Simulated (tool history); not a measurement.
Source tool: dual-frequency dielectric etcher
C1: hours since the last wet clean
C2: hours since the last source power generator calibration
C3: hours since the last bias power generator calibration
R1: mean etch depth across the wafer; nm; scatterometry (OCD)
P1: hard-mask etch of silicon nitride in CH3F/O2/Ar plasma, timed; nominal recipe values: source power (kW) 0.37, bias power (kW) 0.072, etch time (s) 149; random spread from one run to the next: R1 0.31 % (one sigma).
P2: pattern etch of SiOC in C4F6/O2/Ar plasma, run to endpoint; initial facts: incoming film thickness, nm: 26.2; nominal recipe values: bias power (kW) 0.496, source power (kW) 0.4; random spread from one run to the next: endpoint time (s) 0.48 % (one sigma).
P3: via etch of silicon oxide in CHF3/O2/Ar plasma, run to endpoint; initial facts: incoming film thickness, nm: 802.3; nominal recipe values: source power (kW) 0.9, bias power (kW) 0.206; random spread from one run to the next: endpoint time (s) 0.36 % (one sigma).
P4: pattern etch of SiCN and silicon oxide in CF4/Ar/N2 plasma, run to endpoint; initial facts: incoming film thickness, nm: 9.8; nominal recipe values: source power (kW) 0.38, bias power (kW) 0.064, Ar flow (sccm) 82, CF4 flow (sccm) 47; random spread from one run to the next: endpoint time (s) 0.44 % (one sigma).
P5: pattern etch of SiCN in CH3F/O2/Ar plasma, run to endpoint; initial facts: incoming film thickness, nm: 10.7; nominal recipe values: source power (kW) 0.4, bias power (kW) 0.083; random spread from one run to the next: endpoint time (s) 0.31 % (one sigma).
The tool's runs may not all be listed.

run 1 hour=4.3 | process_that_ran=P1 source_power_(kW)=0.37 bias_power_(kW)=0.072 etch_time_(s)=149 | C1=446.7 C2=1063.8 C3=872.4 | R1=98.057
run 2 hour=13.3 | process_that_ran=P2 source_power_(kW)=0.4 bias_power_(kW)=0.496 | C1=455.7 C2=1072.8 C3=881.4 | endpoint_time_(s)=8.9605
run 3 hour=19.1 | process_that_ran=P1 source_power_(kW)=0.5 bias_power_(kW)=0.072 etch_time_(s)=149 | C1=461.5 C2=1078.6 C3=887.2 | R1=110.73
run 4 hour=29 | process_that_ran=P2 source_power_(kW)=0.4 bias_power_(kW)=0.623 | C1=471.4 C2=1088.5 C3=897.1 | endpoint_time_(s)=8.2043
run 5 hour=34.5 | process_that_ran=P1 source_power_(kW)=0.29 bias_power_(kW)=0.072 etch_time_(s)=182 | C1=476.9 C2=1094 C3=902.6 | R1=109.47
run 6 hour=42.4 | process_that_ran=P4 source_power_(kW)=0.38 bias_power_(kW)=0.064 Ar_flow_(sccm)=82 CF4_flow_(sccm)=60 | C1=484.8 C2=1101.9 C3=910.5 | endpoint_time_(s)=13.565
run 7 hour=47 | process_that_ran=P1 source_power_(kW)=0.37 bias_power_(kW)=0.072 etch_time_(s)=149 | C1=489.4 C2=1106.5 C3=915.1 | R1=98.838
run 8 hour=51.3 | process_that_ran=P5 source_power_(kW)=0.55 bias_power_(kW)=0.083 | C1=493.7 C2=1110.8 C3=919.4 | endpoint_time_(s)=24.235
run 9 hour=55.7 | process_that_ran=P2 source_power_(kW)=0.25 bias_power_(kW)=0.496 | C1=498.1 C2=1115.2 C3=923.8 | endpoint_time_(s)=10.677
run 10 hour=60.7 | process_that_ran=P4 source_power_(kW)=0.22 bias_power_(kW)=0.064 Ar_flow_(sccm)=82 CF4_flow_(sccm)=47 | C1=503.1 C2=1120.2 C3=928.8 | endpoint_time_(s)=22.54
run 11 hour=65.3 | process_that_ran=P1 source_power_(kW)=0.47 bias_power_(kW)=0.072 etch_time_(s)=179 | C1=507.7 C2=1124.8 C3=933.4 | R1=128.57
run 12 hour=70.6 | process_that_ran=P5 source_power_(kW)=0.4 bias_power_(kW)=0.083 | C1=513 C2=1130.1 C3=938.7 | endpoint_time_(s)=27.322
run 13 hour=77.8 | process_that_ran=P3 source_power_(kW)=0.9 bias_power_(kW)=0.206 | C1=520.2 C2=1137.3 C3=945.9 | endpoint_time_(s)=341.1
run 14 hour=82.7 | process_that_ran=P1 source_power_(kW)=0.37 bias_power_(kW)=0.072 etch_time_(s)=87.5 | C1=525.1 C2=1142.2 C3=950.8 | R1=58.011
run 15 hour=89.6 | process_that_ran=P5 source_power_(kW)=0.4 bias_power_(kW)=0.1 | C1=532 C2=1149.1 C3=957.7 | endpoint_time_(s)=25.463
run 16 hour=94.6 | process_that_ran=P1 source_power_(kW)=0.37 bias_power_(kW)=0.043 etch_time_(s)=178 | C1=537 C2=1154.1 C3=962.7 | R1=98.941
run 17 hour=103.2 | process_that_ran=P1 source_power_(kW)=0.37 bias_power_(kW)=0.085 etch_time_(s)=149 | C1=545.6 C2=1162.7 C3=971.3 | R1=103.3
-- hour=108.8 bias power generator calibrated
run 18 hour=110.3 | process_that_ran=P1 source_power_(kW)=0.37 bias_power_(kW)=0.072 etch_time_(s)=149 | C1=552.7 C2=1169.8 C3=1.6 | R1=98.584
run 19 hour=118.3 | process_that_ran=P1 source_power_(kW)=0.37 bias_power_(kW)=0.072 etch_time_(s)=149 | C1=560.7 C2=1177.8 C3=9.6 | R1=98.044
run 20 hour=126.3 | process_that_ran=P1 source_power_(kW)=0.37 bias_power_(kW)=0.053 etch_time_(s)=149 | C1=568.7 C2=1185.8 C3=17.6 | R1=88.717

Run 21, settings as shown, results not yet in. Your forecast:
run 21 hour=130.9 | process_that_ran=P3 source_power_(kW)=1.24 bias_power_(kW)=0.206 | C1=573.3 C2=1190.4 C3=22.2 | endpoint_time_(s)=?

endpoint time (s): 302.43

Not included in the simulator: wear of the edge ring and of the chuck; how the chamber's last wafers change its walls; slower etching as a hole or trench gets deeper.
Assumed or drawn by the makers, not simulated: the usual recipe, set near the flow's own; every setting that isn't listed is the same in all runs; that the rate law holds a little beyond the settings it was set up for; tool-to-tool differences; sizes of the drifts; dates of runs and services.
